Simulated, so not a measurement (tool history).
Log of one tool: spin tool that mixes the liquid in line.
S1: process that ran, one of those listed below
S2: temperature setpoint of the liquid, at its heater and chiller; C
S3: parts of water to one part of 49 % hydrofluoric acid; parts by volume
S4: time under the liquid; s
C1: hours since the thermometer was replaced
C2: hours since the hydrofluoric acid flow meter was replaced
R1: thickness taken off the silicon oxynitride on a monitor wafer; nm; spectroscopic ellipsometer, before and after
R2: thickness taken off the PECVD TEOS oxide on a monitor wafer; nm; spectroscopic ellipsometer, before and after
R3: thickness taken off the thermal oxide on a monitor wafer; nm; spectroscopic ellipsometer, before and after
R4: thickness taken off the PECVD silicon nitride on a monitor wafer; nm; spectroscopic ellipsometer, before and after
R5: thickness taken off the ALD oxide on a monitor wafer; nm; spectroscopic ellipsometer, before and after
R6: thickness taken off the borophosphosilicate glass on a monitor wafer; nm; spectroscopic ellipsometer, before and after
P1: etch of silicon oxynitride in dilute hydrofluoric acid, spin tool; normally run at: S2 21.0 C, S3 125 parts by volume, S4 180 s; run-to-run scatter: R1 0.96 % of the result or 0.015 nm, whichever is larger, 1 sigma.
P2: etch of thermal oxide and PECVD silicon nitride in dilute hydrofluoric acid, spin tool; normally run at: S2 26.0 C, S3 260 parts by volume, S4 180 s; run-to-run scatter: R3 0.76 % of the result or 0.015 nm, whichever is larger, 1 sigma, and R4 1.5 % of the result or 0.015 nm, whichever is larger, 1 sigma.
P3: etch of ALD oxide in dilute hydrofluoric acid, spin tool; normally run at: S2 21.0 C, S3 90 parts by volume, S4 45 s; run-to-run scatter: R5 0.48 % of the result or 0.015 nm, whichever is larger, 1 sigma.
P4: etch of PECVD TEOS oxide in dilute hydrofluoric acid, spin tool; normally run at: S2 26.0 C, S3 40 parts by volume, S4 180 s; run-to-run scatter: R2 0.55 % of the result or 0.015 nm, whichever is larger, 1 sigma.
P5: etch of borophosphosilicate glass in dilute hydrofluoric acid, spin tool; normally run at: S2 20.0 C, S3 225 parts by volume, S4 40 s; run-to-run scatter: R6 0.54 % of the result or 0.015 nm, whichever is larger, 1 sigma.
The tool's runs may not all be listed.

run   hour  S1    S2   S3   S4      C1      C2       R1      R2      R3      R4       R5       R6
  1   13.5  P1  21.0  125  180  1263.0  1415.1  2.49890
  2   22.8  P4  30.0   40  180  1272.3  1424.4           51.898
  3   32.6  P1  21.0  125  180  1282.1  1434.2  2.51020
  4   43.1  P1  21.0  215  350  1292.6  1444.7  2.61210
  5   50.9  P2  26.0  260  355  1300.4  1452.5                   5.8427  2.9265
  6   65.8  P4  26.0   40   55  1315.3  1467.4           13.444
  7   73.7  P3  21.0   90   45  1323.2  1475.3                                    5.3791
  8   85.8  P1  21.0  200  335  1335.3  1487.4  2.77030
  9   93.3  P1  21.0  125   15  1342.8  1494.9  0.20047
 10  105.2  P1  21.0  125  180  1354.7  1506.8  2.48790
 11  113.4  P4  26.0   20  180  1362.9  1515.0           90.983
 12  121.3  P5  20.0   45   40  1370.8  1522.9                                            29.2550
 13  130.3  P2  33.5  260  180  1379.8  1531.9                   3.7706  2.3268
 14  145.8  P1  21.0   80  180  1395.3  1547.4  4.00390
 15  154.7  P1  25.5  125  180  1404.2  1556.3  3.02820
 16  167.3  P5  17.0  225   40  1416.8  1568.9                                             4.2777
 17  181.8  P1  21.0  215  180  1431.3  1583.4  1.35400
 18  190.8  P2  26.0  130  180  1440.3  1592.4                   6.9232  2.9884
 19  205.2  P1  21.0  125  180  1454.7  1606.8  2.49220
 20  215.8  P3  17.0   90   45  1465.3  1617.4                                    4.5975
 21  228.5  P5  20.0  225   15  1478.0  1630.1                                             1.8501
 22  243.7  P4  26.0   40  180  1493.2  1645.3           44.246
 23  252.9  P1  21.0  125  180  1502.4  1654.5  2.48590
 24  260.8  P1  17.0  125  180  1510.3  1662.4  2.05350
 25  272.6  P3  21.0   90   15  1522.1  1674.2                                    1.8282
 26  285.4  P3  21.0   35   45  1534.9  1687.0                                   14.9380
 27  295.7  P3  21.0   90   45  1545.2  1697.3                                    5.4280
 28  310.4  P2  26.0  260  180  1559.9  1712.0                   2.9245  1.4749
     312.3  -- thermometer replaced
 29  322.3  P5  20.0  225   40    10.0  1723.9                                             4.7523
 30  331.7  P5  20.0  225   40    19.4  1733.3                                             4.8443
 31  339.9  P1  17.0   60  180    27.6  1741.5  4.50660
 32  354.4  P1  21.0  125  330    42.1  1756.0  4.49560
 33  362.3  P1  21.0  125  180    50.0  1763.9  2.51730
 34  371.4  P1  21.0  125  180    59.1  1773.0  2.44320
 35  385.2  P1  21.0  125  180    72.9  1786.8  2.36480
 36  398.5  P1  21.0  125  180    86.2  1800.1  2.36710
 37  408.1  P1  21.0  125  180    95.8  1809.7  2.34210
 38  421.4  P1  21.0  125  180   109.1  1823.0  2.26260
 39  436.8  P1  21.0  125  180   124.5  1838.4  2.29630
 40  443.9  P1  21.0  125  180   131.6  1845.5  2.28170
 41  453.1  P1  21.0  125  180   140.8  1854.7  2.25070
 42  463.1  P1  21.0  125  180   150.8  1864.7  2.28660
 43  476.1  P1  21.0  125  180   163.8  1877.7  2.29650
 44  487.8  P1  21.0  125  180   175.5  1889.4  2.30580

What P1 gives has crept away from where it was. These 2 causes fit the log equally well, each at the size given:
A: hydrofluoric acid flow below the setpoint (%) = 7.74
B: liquid colder than its thermometer reads (K) = 1.83
The creep began at about hour 362.3.

4 check runs are offered, each on 3 wafers whose results are averaged, their results left as question marks. Which one tells the causes apart?
check 1  499.5  P5  17.0   65   40                               ?
check 2  499.5  P2  29.0  260  180                   ?   ?
check 3  499.5  P4  26.0   20  180               ?
check 4  499.5  P3  18.0   45   45                           ?

What each check would give under each cause:
  check  result     if A     if B
check 1      R6  15.9180  16.0300
check 2      R3   2.9661   3.0957
check 2      R4   1.6557   1.6122
check 3      R2   83.600   84.138
check 4      R5   9.2462   9.2944
How far apart the two closest causes lie, in the result that separates them most: check 1 0.7 %; check 2 4.28 %; check 3 0.64 %; check 4 0.52 %
Check 2 tells the causes apart: in the others they would give nearly the same result.

Then check 2 was run and gave: R3 3.0690 nm; R4 1.6320 nm. Which cause is it?

It is B: liquid colder than its thermometer reads (K).

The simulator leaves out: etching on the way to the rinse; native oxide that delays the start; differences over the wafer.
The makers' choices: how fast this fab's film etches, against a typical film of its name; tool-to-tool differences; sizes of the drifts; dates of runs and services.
